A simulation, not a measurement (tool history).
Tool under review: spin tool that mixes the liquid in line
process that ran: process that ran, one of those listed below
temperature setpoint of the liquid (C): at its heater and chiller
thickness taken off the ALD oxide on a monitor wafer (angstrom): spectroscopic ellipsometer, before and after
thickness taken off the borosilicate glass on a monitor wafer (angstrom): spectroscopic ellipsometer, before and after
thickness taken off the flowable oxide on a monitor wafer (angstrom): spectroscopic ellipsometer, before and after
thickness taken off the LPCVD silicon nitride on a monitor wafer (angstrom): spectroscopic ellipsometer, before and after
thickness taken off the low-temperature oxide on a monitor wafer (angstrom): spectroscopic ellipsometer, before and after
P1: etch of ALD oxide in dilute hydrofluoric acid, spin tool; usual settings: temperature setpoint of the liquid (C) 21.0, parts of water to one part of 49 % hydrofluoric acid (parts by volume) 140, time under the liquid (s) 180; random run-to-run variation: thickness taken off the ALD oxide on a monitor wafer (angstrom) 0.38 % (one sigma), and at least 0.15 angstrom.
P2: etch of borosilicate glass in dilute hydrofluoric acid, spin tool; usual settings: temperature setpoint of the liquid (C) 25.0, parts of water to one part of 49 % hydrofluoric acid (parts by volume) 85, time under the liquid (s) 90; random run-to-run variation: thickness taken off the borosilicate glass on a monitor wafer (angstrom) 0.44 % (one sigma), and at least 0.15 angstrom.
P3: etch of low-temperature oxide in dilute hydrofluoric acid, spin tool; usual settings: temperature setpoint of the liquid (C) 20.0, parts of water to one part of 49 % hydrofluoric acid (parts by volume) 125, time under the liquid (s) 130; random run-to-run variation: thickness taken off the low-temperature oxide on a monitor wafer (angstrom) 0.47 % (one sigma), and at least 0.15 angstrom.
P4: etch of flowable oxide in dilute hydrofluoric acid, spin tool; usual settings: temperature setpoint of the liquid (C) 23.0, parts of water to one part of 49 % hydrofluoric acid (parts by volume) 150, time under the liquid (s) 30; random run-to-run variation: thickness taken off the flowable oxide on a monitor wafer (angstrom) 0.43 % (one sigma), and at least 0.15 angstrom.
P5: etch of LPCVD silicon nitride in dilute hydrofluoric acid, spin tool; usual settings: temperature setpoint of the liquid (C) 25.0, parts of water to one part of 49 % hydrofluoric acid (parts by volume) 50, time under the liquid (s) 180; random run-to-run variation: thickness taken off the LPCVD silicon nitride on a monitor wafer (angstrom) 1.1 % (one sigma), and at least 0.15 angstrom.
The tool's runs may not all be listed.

run     day  process that ran  temperature setpoint of the liquid (C)  parts of water to one part of 49 % hydrofluoric acid (parts by volume)  time under the liquid (s)  thickness taken off the ALD oxide on a monitor wafer (angstrom)  thickness taken off the borosilicate glass on a monitor wafer (angstrom)  thickness taken off the flowable oxide on a monitor wafer (angstrom)  thickness taken off the LPCVD silicon nitride on a monitor wafer (angstrom)  thickness taken off the low-temperature oxide on a monitor wafer (angstrom)
  1   0.221                P1                                    21.0                                                                     140                        180                                                          194.330
  2   0.483                P1                                    28.5                                                                     140                        180                                                          260.980
  3   0.842                P1                                    21.0                                                                     245                         20                                                           11.040
  4   1.267                P2                                    25.0                                                                      85                         90                                                                                                                                     245.15
  5   1.717                P4                                    30.0                                                                     150                         30                                                                                                                                                                                                           91.140
  6   2.038                P1                                    17.0                                                                      65                        180                                                          386.740
  7   2.250                P5                                    25.0                                                                      50                        180                                                                                                                                                                                                                                                                                        18.906
  8   2.633                P1                                    21.0                                                                     140                        180                                                          193.030
  9   2.942                P4                                    23.0                                                                      75                         30                                                                                                                                                                                                          154.220
 10   3.333                P1                                    21.0                                                                      60                        180                                                          495.730
 11   3.546                P2                                    25.0                                                                      85                        160                                                                                                                                     436.33
 12   3.858                P1                                    21.0                                                                     140                        180                                                          193.250
 13   4.092                P3                                    20.0                                                                     125                        130                                                                                                                                                                                                                                                                                                                                                                    295.280
 14   4.512                P1                                    17.0                                                                     140                        180                                                          164.970
 15   4.938                P2                                    25.0                                                                     150                         90                                                                                                                                     127.33
 16   5.238                P2                                    32.5                                                                      85                         90                                                                                                                                     326.41
 17   5.500                P3                                    20.0                                                                     125                        130                                                                                                                                                                                                                                                                                                                                                                    296.480
 18   5.888                P5                                    29.0                                                                      50                        180                                                                                                                                                                                                                                                                                        24.164
 19   6.175                P3                                    20.0                                                                     210                        130                                                                                                                                                                                                                                                                                                                                                                    161.330
 20   6.562                P3                                    17.0                                                                     125                        130                                                                                                                                                                                                                                                                                                                                                                    262.880
 21   6.912                P4                                    23.0                                                                     150                         30                                                                                                                                                                                                           70.119
 22   7.204                P5                                    25.0                                                                      50                        325                                                                                                                                                                                                                                                                                        33.265
 23   7.433                P1                                    21.0                                                                     140                         90                                                           97.538
 24   7.854                P1                                    21.0                                                                     140                        270                                                          291.510
 25   8.200                P1                                    21.0                                                                     140                        180                                                          194.290
 26   8.562                P3                                    20.0                                                                     125                         15                                                                                                                                                                                                                                                                                                                                                                     34.335
 27   8.979                P2                                    25.0                                                                      85                         90                                                                                                                                     244.05
 28   9.229                P5                                    25.0                                                                      90                        180                                                                                                                                                                                                                                                                                        10.549
 29   9.617                P1                                    21.0                                                                     215                        180                                                          117.190
 30  10.050                P1                                    21.0                                                                     140                        180                                                          195.130
 31  10.392                P4                                    23.0                                                                     150                         15                                                                                                                                                                                                           35.428
 32  10.621                P1                                    21.0                                                                     140                        180                                                          195.440
 33  10.892                P1                                    21.0                                                                     140                        180                                                          201.010
 34  11.221                P1                                    21.0                                                                     140                        180                                                          203.650
 35  11.575                P1                                    21.0                                                                     140                        180                                                          208.220
 36  11.904                P1                                    21.0                                                                     140                        180                                                          209.640
 37  12.188                P1                                    21.0                                                                     140                        180                                                          209.890
 38  12.425                P1                                    21.0                                                                     140                        180                                                          210.610
 39  12.754                P1                                    21.0                                                                     140                        180                                                          210.840

The log shows P1 creeping away from where it was. Any of the 2 causes listed here, at the size stated for it, fits the log just as well as the others:
A: hydrofluoric acid flow above the setpoint (%) = 7.24
B: liquid hotter than its thermometer reads (K) = 2.05
At approximately day 10.621, the process output began to creep.

You are offered 4 check runs, listed below with question marks in place of their results; each one averages 3 wafers. Which run separates the listed causes by giving clearly different results for each?
check 1  13.083                P2                                    25.0                                                                     145                         90                                                                                                                                          ?
check 2  13.083                P4                                    23.0                                                                      95                         15                                                                                                                                                                                                                ?
check 3  13.083                P3                                    20.0                                                                     125                         80                                                                                                                                                                                                                                                                                                                                                                          ?
check 4  13.083                P5                                    25.0                                                                      90                        300                                                                                                                                                                                                                                                                                             ?

What every check run would give for each of its results, assuming each possible cause in turn:
  check                                                                       result     if A     if B
check 1     thickness taken off the borosilicate glass on a monitor wafer (angstrom)   144.42   143.78
check 2         thickness taken off the flowable oxide on a monitor wafer (angstrom)   64.264   64.512
check 3  thickness taken off the low-temperature oxide on a monitor wafer (angstrom)  196.360  196.950
check 4  thickness taken off the LPCVD silicon nitride on a monitor wafer (angstrom)   18.809   20.060
Per check, the gap between the least separated pair of causes, taken in the result that splits them most: check 1 0.45 %; check 2 0.39 %; check 3 0.3 %; check 4 6.44 %
Check 4 tells the causes apart: in the others they would give nearly the same result.

With check 4 done, the readings were: thickness taken off the LPCVD silicon nitride on a monitor wafer (angstrom) 18.796. Identify which of the listed causes applies.

It was cause A: hydrofluoric acid flow above the setpoint (%).

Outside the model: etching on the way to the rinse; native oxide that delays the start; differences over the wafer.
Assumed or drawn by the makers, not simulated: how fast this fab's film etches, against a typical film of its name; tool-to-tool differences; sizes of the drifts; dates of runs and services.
